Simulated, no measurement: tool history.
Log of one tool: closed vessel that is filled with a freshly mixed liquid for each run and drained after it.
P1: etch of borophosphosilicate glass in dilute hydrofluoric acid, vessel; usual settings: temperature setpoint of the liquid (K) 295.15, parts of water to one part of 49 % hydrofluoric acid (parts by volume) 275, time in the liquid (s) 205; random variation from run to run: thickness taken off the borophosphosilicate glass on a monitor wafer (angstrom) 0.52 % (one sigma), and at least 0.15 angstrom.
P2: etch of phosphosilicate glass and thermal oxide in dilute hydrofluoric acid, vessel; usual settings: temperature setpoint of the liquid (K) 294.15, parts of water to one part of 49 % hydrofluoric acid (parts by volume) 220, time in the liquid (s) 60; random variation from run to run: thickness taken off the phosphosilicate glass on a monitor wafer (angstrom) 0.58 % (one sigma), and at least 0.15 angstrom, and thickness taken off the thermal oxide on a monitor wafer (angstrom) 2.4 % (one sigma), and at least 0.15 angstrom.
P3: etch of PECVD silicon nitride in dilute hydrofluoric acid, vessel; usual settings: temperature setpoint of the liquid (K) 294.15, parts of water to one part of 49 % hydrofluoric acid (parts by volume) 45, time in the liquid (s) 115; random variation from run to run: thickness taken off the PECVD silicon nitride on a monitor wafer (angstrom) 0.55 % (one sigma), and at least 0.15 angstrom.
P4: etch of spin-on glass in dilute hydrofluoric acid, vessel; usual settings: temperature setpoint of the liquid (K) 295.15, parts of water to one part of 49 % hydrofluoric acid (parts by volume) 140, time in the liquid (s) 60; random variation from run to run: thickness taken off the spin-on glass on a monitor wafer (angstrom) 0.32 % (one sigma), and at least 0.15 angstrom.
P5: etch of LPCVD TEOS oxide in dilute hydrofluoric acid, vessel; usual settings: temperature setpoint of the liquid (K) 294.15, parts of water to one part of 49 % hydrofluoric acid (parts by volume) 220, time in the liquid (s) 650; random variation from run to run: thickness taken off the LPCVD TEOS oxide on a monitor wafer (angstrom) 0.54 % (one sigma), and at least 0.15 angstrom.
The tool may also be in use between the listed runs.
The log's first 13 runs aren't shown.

run,hour,process that ran,temperature setpoint of the liquid (K),parts of water to one part of 49 % hydrofluoric acid (parts by volume),time in the liquid (s),hours since the thermometer was replaced,hours since the hydrofluoric acid flow meter was replaced,thickness taken off the borophosphosilicate glass on a monitor wafer (angstrom),thickness taken off the spin-on glass on a monitor wafer (angstrom),thickness taken off the phosphosilicate glass on a monitor wafer (angstrom),thickness taken off the thermal oxide on a monitor wafer (angstrom),thickness taken off the LPCVD TEOS oxide on a monitor wafer (angstrom),thickness taken off the PECVD silicon nitride on a monitor wafer (angstrom)
14,56.9,P3,294.15,45,115,615.1,1061.2,,,,,,58.932
15,59.7,P1,295.15,275,205,617.9,1064.0,289.470,,,,,
16,62.4,P5,294.15,220,650,620.6,1066.7,,,,,412.23,
17,65.7,P5,294.15,365,650,623.9,1070.0,,,,,217.44,
18,68.0,P1,295.15,415,205,626.2,1072.3,169.780,,,,,
19,72.6,P2,294.15,220,95,630.8,1076.9,,,414.14,15.285,,
20,77.3,P2,294.15,220,60,635.5,1081.6,,,258.13,10.795,,
21,80.7,P1,295.15,275,205,638.9,1085.0,287.910,,,,,
22,84.9,P1,295.15,275,345,643.1,1089.2,487.080,,,,,
23,89.1,P1,295.15,425,380,647.3,1093.4,302.650,,,,,
24,93.0,P2,300.65,220,60,651.2,1097.3,,,326.48,12.928,,
25,97.2,P4,295.15,140,30,655.4,1101.5,,44.720,,,,
26,101.3,P5,290.15,220,650,659.5,1105.6,,,,,348.47,
27,105.4,P3,294.15,20,115,663.6,1109.7,,,,,,128.730
28,110.4,P5,294.15,220,650,668.6,1114.7,,,,,412.82,
29,115.0,P3,290.15,45,115,673.2,1119.3,,,,,,44.462
30,119.3,P3,294.15,45,230,677.5,1123.6,,,,,,119.330
31,123.5,P1,295.15,275,205,681.7,1127.8,288.460,,,,,

The next listed run, before its measurement:
32,126.1,P1,295.15,165,205,684.3,1130.4,?,,,,,

{"run 32": {"thickness taken off the borophosphosilicate glass on a monitor wafer (angstrom)": 538.32}}
